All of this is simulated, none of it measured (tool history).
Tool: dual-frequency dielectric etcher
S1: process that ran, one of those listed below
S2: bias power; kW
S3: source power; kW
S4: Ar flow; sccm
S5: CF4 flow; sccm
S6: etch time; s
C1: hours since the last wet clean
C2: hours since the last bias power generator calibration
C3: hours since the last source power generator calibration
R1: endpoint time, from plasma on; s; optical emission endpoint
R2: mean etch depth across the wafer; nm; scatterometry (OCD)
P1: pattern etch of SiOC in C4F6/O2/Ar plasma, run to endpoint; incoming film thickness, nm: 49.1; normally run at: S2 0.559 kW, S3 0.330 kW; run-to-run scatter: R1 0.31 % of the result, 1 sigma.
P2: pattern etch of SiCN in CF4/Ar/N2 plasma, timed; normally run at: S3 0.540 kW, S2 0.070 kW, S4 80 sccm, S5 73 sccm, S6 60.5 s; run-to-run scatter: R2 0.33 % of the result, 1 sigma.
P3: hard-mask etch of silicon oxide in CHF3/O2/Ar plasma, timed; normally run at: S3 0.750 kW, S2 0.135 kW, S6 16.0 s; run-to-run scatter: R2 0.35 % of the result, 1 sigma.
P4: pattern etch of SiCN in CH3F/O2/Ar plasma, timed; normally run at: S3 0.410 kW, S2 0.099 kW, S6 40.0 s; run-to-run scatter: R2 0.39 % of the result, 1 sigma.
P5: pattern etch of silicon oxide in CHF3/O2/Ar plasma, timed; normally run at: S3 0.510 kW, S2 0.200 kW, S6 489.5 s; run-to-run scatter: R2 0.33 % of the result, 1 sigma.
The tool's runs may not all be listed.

| run | hour | S1 | S2 | S3 | S4 | S5 | S6 | C1 | C2 | C3 | R1 | R2 |
|---|---|---|---|---|---|---|---|---|---|---|---|---|
| 1 | 5.2 | P1 | 0.559 | 0.330 |  |  |  | 197.0 | 545.5 | 719.8 | 17.181 |  |
| 2 | 12.2 | P2 | 0.070 | 0.540 | 80 | 95 | 60.5 | 204.0 | 552.5 | 726.8 |  | 65.392 |
| 3 | 17.6 | P4 | 0.099 | 0.260 |  |  | 40.0 | 209.4 | 557.9 | 732.2 |  | 14.197 |
| 4 | 21.7 | P1 | 0.559 | 0.330 |  |  |  | 213.5 | 562.0 | 736.3 | 17.324 |  |
| 5 | 29.2 | P2 | 0.070 | 0.540 | 54 | 73 | 60.5 | 221.0 | 569.5 | 743.8 |  | 66.352 |
| 6 | 35.8 | P4 | 0.099 | 0.410 |  |  | 30.0 | 227.6 | 576.1 | 750.4 |  | 12.575 |
| 7 | 42.0 | P5 | 0.200 | 0.410 |  |  | 489.5 | 233.8 | 582.3 | 756.6 |  | 863.080 |
| 8 | 45.4 | P2 | 0.087 | 0.540 | 80 | 73 | 60.5 | 237.2 | 585.7 | 760.0 |  | 68.093 |
| 9 | 50.2 | P3 | 0.135 | 0.750 |  |  | 16.0 | 242.0 | 590.5 | 764.8 |  | 31.242 |
| 10 | 57.8 | P1 | 0.559 | 0.330 |  |  |  | 249.6 | 598.1 | 772.4 | 17.219 |  |
| 11 | 63.0 | P3 | 0.183 | 0.750 |  |  | 16.0 | 254.8 | 603.3 | 777.6 |  | 34.500 |
| 12 | 67.0 | P4 | 0.099 | 0.410 |  |  | 40.0 | 258.8 | 607.3 | 781.6 |  | 16.847 |
| 13 | 71.8 | P1 | 0.369 | 0.330 |  |  |  | 263.6 | 612.1 | 786.4 | 20.189 |  |
| 14 | 75.4 | P1 | 0.559 | 0.330 |  |  |  | 267.2 | 615.7 | 790.0 | 17.185 |  |
| 15 | 79.3 | P4 | 0.099 | 0.410 |  |  | 40.0 | 271.1 | 619.6 | 793.9 |  | 16.799 |
| 16 | 84.7 | P1 | 0.684 | 0.330 |  |  |  | 276.5 | 625.0 | 799.3 | 15.972 |  |
| 17 | 92.2 | P1 | 0.559 | 0.330 |  |  |  | 284.0 | 632.5 | 806.8 | 17.319 |  |
| 18 | 96.5 | P1 | 0.559 | 0.460 |  |  |  | 288.3 | 636.8 | 811.1 | 15.211 |  |
| 19 | 101.1 | P1 | 0.559 | 0.260 |  |  |  | 292.9 | 641.4 | 815.7 | 18.729 |  |
| 20 | 105.9 | P3 | 0.135 | 0.610 |  |  | 16.0 | 297.7 | 646.2 | 820.5 |  | 28.784 |
| 21 | 112.6 | P4 | 0.139 | 0.410 |  |  | 40.0 | 304.4 | 652.9 | 827.2 |  | 19.170 |
| 22 | 117.3 | P5 | 0.117 | 0.510 |  |  | 489.5 | 309.1 | 657.6 | 831.9 |  | 783.520 |
| 23 | 122.1 | P5 | 0.200 | 0.510 |  |  | 489.5 | 313.9 | 662.4 | 836.7 |  | 930.290 |
| 24 | 127.2 | P5 | 0.200 | 0.510 |  |  | 489.5 | 319.0 | 667.5 | 841.8 |  | 933.770 |
| 25 | 130.6 | P1 | 0.346 | 0.400 |  |  |  | 322.4 | 670.9 | 845.2 | 19.218 |  |
| 26 | 135.4 | P1 | 0.730 | 0.220 |  |  |  | 327.2 | 675.7 | 850.0 | 17.896 |  |
| 27 | 141.5 | P2 | 0.070 | 0.540 | 80 | 73 | 41.5 | 333.3 | 681.8 | 856.1 |  | 43.521 |
| 28 | 147.0 | P5 | 0.200 | 0.510 |  |  | 609.5 | 338.8 | 687.3 | 861.6 |  | 1168.800 |
| 29 | 152.3 | P2 | 0.070 | 0.340 | 80 | 73 | 60.5 | 344.1 | 692.6 | 866.9 |  | 41.883 |
| 30 | 157.8 | P3 | 0.135 | 0.750 |  |  | 9.0 | 349.6 | 698.1 | 872.4 |  | 17.516 |
| 31 | 163.2 | P2 | 0.070 | 0.540 | 80 | 73 | 60.5 | 355.0 | 703.5 | 877.8 |  | 63.094 |
| 32 | 166.5 | P1 | 0.559 | 0.330 |  |  |  | 358.3 | 706.8 | 881.1 | 17.198 |  |
| 33 | 173.7 | P1 | 0.559 | 0.330 |  |  |  | 365.5 | 714.0 | 888.3 | 17.326 |  |
| 34 | 181.1 | P1 | 0.559 | 0.330 |  |  |  | 372.9 | 721.4 | 895.7 | 17.347 |  |
| 35 | 186.6 | P1 | 0.559 | 0.330 |  |  |  | 378.4 | 726.9 | 901.2 | 17.331 |  |
| 36 | 193.6 | P1 | 0.559 | 0.330 |  |  |  | 385.4 | 733.9 | 908.2 | 17.454 |  |
|  | 198.2 | wet clean of the chamber |
| 37 | 201.1 | P1 | 0.559 | 0.330 |  |  |  | 3.0 | 741.4 | 915.7 | 17.496 |  |
| 38 | 207.2 | P1 | 0.559 | 0.330 |  |  |  | 9.1 | 747.5 | 921.8 | 17.413 |  |
| 39 | 213.1 | P1 | 0.559 | 0.330 |  |  |  | 15.0 | 753.4 | 927.7 | 17.462 |  |
| 40 | 218.5 | P1 | 0.559 | 0.330 |  |  |  | 20.4 | 758.8 | 933.1 | 17.416 |  |

Run 41 comes next. What will it give?
| 41 | 223.1 | P1 | 0.559 | 0.330 |  |  |  | 25.0 | 763.4 | 937.7 | ? |  |

R1: 17.509 s
